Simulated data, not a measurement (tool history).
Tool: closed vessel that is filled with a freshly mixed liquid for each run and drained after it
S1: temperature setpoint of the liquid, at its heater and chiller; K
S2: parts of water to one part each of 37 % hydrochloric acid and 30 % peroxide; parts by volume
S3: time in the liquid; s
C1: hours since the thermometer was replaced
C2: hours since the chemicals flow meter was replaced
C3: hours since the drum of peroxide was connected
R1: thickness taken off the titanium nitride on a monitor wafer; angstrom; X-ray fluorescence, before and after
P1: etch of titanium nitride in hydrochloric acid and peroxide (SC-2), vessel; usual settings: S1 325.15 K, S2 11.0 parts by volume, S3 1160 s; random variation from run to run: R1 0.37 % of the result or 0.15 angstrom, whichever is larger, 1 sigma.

run   hour      S1    S2    S3      C1     C2     C3       R1
  1   10.4  325.15  11.0  1160  1070.9  190.4  134.5   434.02
  2   17.7  325.15  11.0  1800  1078.2  197.7  141.8   675.48
  3   25.7  332.65   6.5  1160  1086.2  205.7  149.8  1076.80
  4   39.5  325.15  11.0  1160  1100.0  219.5  163.6   432.34
  5   52.5  325.15  11.0  1160  1113.0  232.5  176.6   435.83
  6   67.4  325.15  11.0  1160  1127.9  247.4  191.5   433.16
  7   77.2  325.15  11.0  1160  1137.7  257.2  201.3   432.24
  8   91.3  325.15  11.0   455  1151.8  271.3  215.4   169.85
  9   98.1  325.15  11.0  1160  1158.6  278.1  222.2   433.81
 10  111.8  325.15  17.5  1160  1172.3  291.8  235.9   287.84
 11  126.5  339.65  11.0  1160  1187.0  306.5  250.6  1078.50
 12  136.4  309.15  11.0  1160  1196.9  316.4  260.5   142.94
 13  145.1  325.15  11.0  1160  1205.6  325.1  269.2   431.35
 14  157.9  325.15   4.0  1160  1218.4  337.9  282.0   939.98
 15  169.1  325.15  11.0  1160  1229.6  349.1  293.2   432.33

Run 16 comes next. What will it give?
 16  177.9  325.15  11.0  1160  1238.4  357.9  302.0   ?

Run 16 gave R1 449.47 angstrom.
